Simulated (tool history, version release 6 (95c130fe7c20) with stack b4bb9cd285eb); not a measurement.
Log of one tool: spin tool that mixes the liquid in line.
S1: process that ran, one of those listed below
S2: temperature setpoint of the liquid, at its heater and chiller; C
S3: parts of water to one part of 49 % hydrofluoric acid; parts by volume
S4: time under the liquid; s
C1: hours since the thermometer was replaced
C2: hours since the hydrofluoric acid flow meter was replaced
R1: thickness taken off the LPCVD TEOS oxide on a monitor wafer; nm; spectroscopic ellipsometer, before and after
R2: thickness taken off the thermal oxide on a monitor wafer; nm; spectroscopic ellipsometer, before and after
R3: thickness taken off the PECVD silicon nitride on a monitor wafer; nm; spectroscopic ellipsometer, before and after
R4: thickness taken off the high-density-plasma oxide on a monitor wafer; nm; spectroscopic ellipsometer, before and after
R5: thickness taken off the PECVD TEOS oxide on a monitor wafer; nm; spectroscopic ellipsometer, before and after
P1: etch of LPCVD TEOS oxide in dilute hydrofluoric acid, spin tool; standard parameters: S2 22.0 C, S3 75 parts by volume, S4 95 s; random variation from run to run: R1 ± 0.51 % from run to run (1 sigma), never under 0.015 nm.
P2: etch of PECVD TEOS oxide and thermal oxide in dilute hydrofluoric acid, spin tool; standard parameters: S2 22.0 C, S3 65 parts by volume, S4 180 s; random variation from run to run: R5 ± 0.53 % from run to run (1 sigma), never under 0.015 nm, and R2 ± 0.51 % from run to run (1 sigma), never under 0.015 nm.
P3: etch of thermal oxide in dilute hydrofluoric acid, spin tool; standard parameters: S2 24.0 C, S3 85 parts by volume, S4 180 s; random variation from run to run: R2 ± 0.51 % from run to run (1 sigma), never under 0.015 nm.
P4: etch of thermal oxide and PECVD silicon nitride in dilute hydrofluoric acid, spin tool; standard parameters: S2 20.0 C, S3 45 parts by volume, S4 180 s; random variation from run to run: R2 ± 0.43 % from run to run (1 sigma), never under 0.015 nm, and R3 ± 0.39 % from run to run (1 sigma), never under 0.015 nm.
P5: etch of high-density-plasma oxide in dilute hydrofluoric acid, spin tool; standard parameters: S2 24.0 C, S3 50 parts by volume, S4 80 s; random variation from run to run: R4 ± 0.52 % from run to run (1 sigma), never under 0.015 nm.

run     day  S1    S2   S3   S4      C1      C2      R1       R2       R3       R4      R5
  1   0.517  P1  22.0   75   95   750.8   920.2  49.739
  2   1.188  P4  20.0   45   35   766.9   936.3           3.2509   2.2221
  3   1.579  P4  20.0   25  180   776.3   945.7          31.3470  19.7490
  4   1.933  P5  24.0   50   15   784.8   954.2                             2.2825
  5   2.375  P1  22.0  105  135   795.4   964.8  48.556
  6   2.975  P1  22.0   75   95   809.8   979.2  49.566
  7   3.667  P1  22.0   75   95   826.4   995.8  49.678
  8   4.233  P1  22.0   75   55   840.0  1009.4  28.871
  9   4.783  P3  30.5   85  180   853.2  1022.6          12.3620
 10   5.408  P1  22.0   75  165   868.2  1037.6  85.845
 11   6.062  P1  17.0   75   95   883.9  1053.3  40.364
 12   6.592  P3  24.0   85  180   896.6  1066.0           9.6890
 13   7.062  P1  22.0   75   95   907.9  1077.3  49.154
 14   7.812  P5  24.0   50   80   925.9  1095.3                            12.0800
 15   8.288  P3  24.0   85   55   937.3  1106.7           2.9279
 16   8.779  P1  17.0   75  185   949.1  1118.5  78.282
 17   9.250  P5  24.0   50   80   960.4  1129.8                            12.1210
 18   9.612  P1  22.0   75   95   969.1  1138.5  49.868
 19  10.217  P5  17.0   50   80   983.6  1153.0                             8.9385
 20  10.900  P1  22.0   75   95  1000.0  1169.4  49.339
 21  11.279  P3  24.0  150  180  1009.1  1178.5           5.0700
 22  11.612  P5  24.0   20   80  1017.1  1186.5                            31.5260
 23  12.092  P4  20.0   45  180  1028.6  1198.0          16.8420  11.3220
 24  12.662  P2  22.0   65  315  1042.3  1211.7          21.8810                    49.787
 25  13.129  P4  26.0   45  180  1053.5  1222.9          21.6070  16.9500
 26  13.575  P1  26.0   75   50  1064.2  1233.6  30.894
 27  14.246  P2  22.0   65  180  1080.3  1249.7          12.3580                    28.452
 28  14.962  P1  22.0  130   95  1097.5  1266.9  26.513
 29  15.367  P1  28.0   75   95  1107.2  1276.6  63.117
 30  15.838  P2  22.0   20  180  1118.5  1287.9          42.9720                    97.513
 31  16.338  P2  17.0   65  180  1130.5  1299.9          10.0930                    23.000
 32  16.846  P2  22.0   65  180  1142.7  1312.1          12.5080                    28.054
 33  17.492  P1  22.0   40   95  1158.2  1327.6  96.415
 34  18.092  P1  22.0   75   95  1172.6  1342.0  49.180
 35  18.529  P1  22.0   75   95  1183.1  1352.5  48.738
 36  18.879  P1  22.0   75   95  1191.5  1360.9  48.042
 37  19.429  P1  22.0   75   95  1204.7  1374.1  47.554
 38  19.771  P1  22.0   75   95  1212.9  1382.3  47.314
 39  20.296  P1  22.0   75   95  1225.5  1394.9  46.818
 40  21.058  P1  22.0   75   95  1243.8  1413.2  46.768
 41  21.825  P1  22.0   75   95  1262.2  1431.6  46.194
 42  22.571  P1  22.0   75   95  1280.1  1449.5  46.040
 43  23.050  P1  22.0   75   95  1291.6  1461.0  46.204
 44  23.775  P1  22.0   75   95  1309.0  1478.4  46.148

P1 has crept away from where it was. The log is fitted equally well by each of these 2 causes, at the sizes shown:
A: liquid colder than its thermometer reads (K) = 1.64
B: hydrofluoric acid flow below the setpoint (%) = 6
Creep in the process output first set in at about day 18.092.

Below are 4 check runs, each on a single wafer, with their results shown as question marks. Which of them would tell the listed causes apart, meaning the causes would give clearly different results under it?
check 1  24.500  P3  27.0  145  180               ?
check 2  24.500  P5  24.0   50   50                       ?
check 3  24.500  P4  20.0   25  180               ?   ?
check 4  24.500  P2  22.0   25  180               ?           ?

What each check would give under each cause:
  check  result     if A     if B
check 1      R2   5.5524   5.4878
check 2      R4   7.0821   7.0953
check 3      R2  28.9390  29.1540
check 3      R3  17.6980  18.7270
check 4      R2  31.8310  32.0320
check 4      R5   72.241   72.697
How far apart the two closest causes lie, in the result that separates them most: check 1 1.17 %; check 2 0.19 %; check 3 5.65 %; check 4 0.63 %
Check 3 distinguishes between the causes, while the remaining checks would return nearly the same result for all of them.

The results of check 3 are: R2 29.1040 nm; R3 18.7370 nm. Based on these, which of the listed causes is it?

It was cause B: hydrofluoric acid flow below the setpoint (%).

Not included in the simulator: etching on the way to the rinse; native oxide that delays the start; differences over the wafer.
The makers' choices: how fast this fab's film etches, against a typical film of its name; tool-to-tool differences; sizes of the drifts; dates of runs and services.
